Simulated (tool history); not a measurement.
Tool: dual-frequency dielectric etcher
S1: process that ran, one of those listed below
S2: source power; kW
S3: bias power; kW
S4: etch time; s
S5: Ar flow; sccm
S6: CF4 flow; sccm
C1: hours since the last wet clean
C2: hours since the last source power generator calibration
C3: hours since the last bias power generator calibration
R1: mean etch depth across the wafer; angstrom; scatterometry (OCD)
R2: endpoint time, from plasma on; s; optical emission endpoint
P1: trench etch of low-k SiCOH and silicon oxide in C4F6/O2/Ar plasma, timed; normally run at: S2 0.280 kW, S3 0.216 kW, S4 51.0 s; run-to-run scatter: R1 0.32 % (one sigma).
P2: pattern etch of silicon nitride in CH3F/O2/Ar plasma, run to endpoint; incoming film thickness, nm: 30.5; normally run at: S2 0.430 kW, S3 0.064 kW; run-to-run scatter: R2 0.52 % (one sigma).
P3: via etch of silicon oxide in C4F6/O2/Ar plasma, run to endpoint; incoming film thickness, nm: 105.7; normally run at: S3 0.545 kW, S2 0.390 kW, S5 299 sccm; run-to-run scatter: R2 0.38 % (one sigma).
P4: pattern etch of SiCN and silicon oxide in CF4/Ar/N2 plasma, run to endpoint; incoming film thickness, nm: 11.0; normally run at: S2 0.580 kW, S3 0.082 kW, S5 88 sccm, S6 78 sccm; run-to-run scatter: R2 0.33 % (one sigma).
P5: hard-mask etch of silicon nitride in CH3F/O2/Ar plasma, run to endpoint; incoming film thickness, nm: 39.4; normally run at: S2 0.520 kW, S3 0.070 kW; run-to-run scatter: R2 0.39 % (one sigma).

run    day  S1     S2     S3    S4   S5  S6     C1     C2     C3      R1       R2
  1  0.129  P1  0.280  0.216  51.0           160.0  744.5  797.4  1522.0
  2  0.271  P3  0.390  0.545        364      163.4  747.9  800.8          22.2330
  3  0.458  P5  0.520  0.070                 167.9  752.4  805.3          53.0020
  4  0.612  P3  0.390  0.545        299      171.6  756.1  809.0          21.7820
  5  0.817  P1  0.190  0.216  51.0           176.5  761.0  813.9  1312.3
  6  0.933  P2  0.270  0.064                 179.3  763.8  816.7          52.9230
  7  1.054  P4  0.580  0.082        123  78  182.2  766.7  819.6           9.9240
  8  1.196  P1  0.280  0.286  67.0           185.6  770.1  823.0  2210.7
  9  1.346  P4  0.580  0.058         88  78  189.2  773.7  826.6          10.4980
 10  1.550  P2  0.430  0.064                 194.1  778.6  831.5          44.5060
 11  1.721  P1  0.280  0.216  51.0           198.2  782.7  835.6  1520.5
 12  1.921  P1  0.280  0.216  51.0           203.0  787.5  840.4  1516.3
 13  2.050  P5  0.520  0.090                 206.1  790.6  843.5          48.4270
 14  2.221  P5  0.720  0.070                 210.2  794.7  847.6          46.8290
 15  2.367  P1  0.280  0.216  51.0           213.7  798.2  851.1  1523.1
 16  2.492  P1  0.280  0.216  51.0           216.7  801.2  854.1  1533.0
 17  2.654  P4  0.580  0.082         88  52  220.6  805.1  858.0           9.9923
 18  2.850  P3  0.390  0.439        299      225.3  809.8  862.7          23.6490
 19  2.979  P4  0.580  0.082         88  78  228.4  812.9  865.8           9.4214
 20  3.125  P2  0.430  0.088                 231.9  816.4  869.3          39.8030
 21  3.296  P3  0.490  0.545        299      236.0  820.5  873.4          20.0330
 22  3.504  P1  0.280  0.216  37.5           241.0  825.5  878.4  1119.5
 23  3.688  P1  0.280  0.216  51.0           245.4  829.9  882.8  1532.5
 24  3.850  P1  0.280  0.294  51.0           249.3  833.8  886.7  1691.1
 25  3.996  P1  0.280  0.145  51.0           252.8  837.3  890.2  1343.5
 26  4.167  P1  0.360  0.216  51.0           256.9  841.4  894.3  1686.1
 27  4.258  P4  0.710  0.082         88  78  259.1  843.6  896.5           7.8284
 28  4.454  P1  0.280  0.216  72.0           263.8  848.3  901.2  2157.2
 29  4.625  P1  0.280  0.216  51.0           267.9  852.4  905.3  1520.2
 30  4.783  P1  0.280  0.216  51.0           271.7  856.2  909.1  1530.2
 31  4.888  P1  0.280  0.216  51.0           274.2  858.7  911.6  1528.2
 32  5.004  P1  0.280  0.216  51.0           277.0  861.5  914.4  1547.3
 33  5.208  P1  0.280  0.216  51.0           281.9  866.4  919.3  1548.3
 34  5.383  P1  0.280  0.216  51.0           286.1  870.6  923.5  1548.3
     5.408  -- wet clean of the chamber
 35  5.546  P1  0.280  0.216  51.0             3.3  874.5  927.4  1552.5
 36  5.725  P1  0.280  0.216  51.0             7.6  878.8  931.7  1554.4
 37  5.846  P1  0.280  0.216  51.0            10.5  881.7  934.6  1542.8
 38  5.950  P1  0.280  0.216  51.0            13.0  884.2  937.1  1554.8
 39  6.058  P1  0.280  0.216  51.0            15.6  886.8  939.7  1551.7

What P1 gives has crept away from where it was. These 2 causes fit the log equally well, each at the size given:
A: bias power that arrives over what is set, % = 4.89
B: source power that arrives over what is set, % = 4.31
The creep began at about day 4.625.
Why every other cause is out:
chamber walls in a state that raises the etch rate, %: serviced at day 5.408, which brought nothing back

4 check runs are offered, each on 2 wafers whose results are averaged, their results left as question marks. Which one tells the causes apart?
check 1  6.167  P4  0.580  0.082      113  63                   ?
check 2  6.167  P3  0.390  0.444      299                       ?
check 3  6.167  P2  0.280  0.076                                ?
check 4  6.167  P5  0.690  0.070                                ?

What each check would give under each cause:
  check  result     if A     if B
check 1      R2   9.8996   9.7024
check 2      R2  23.0840  23.1300
check 3      R2  48.4370  48.4970
check 4      R2  46.6390  46.6100
How far apart the two closest causes lie, in the result that separates them most: check 1 2.01 %; check 2 0.2 %; check 3 0.12 %; check 4 0.06 %
Only check 1 tells the causes apart: in the others they would give nearly the same result.

Then check 1 was run and gave: R2 9.6574 s. Which cause is it?

It is B: source power that arrives over what is set, %.
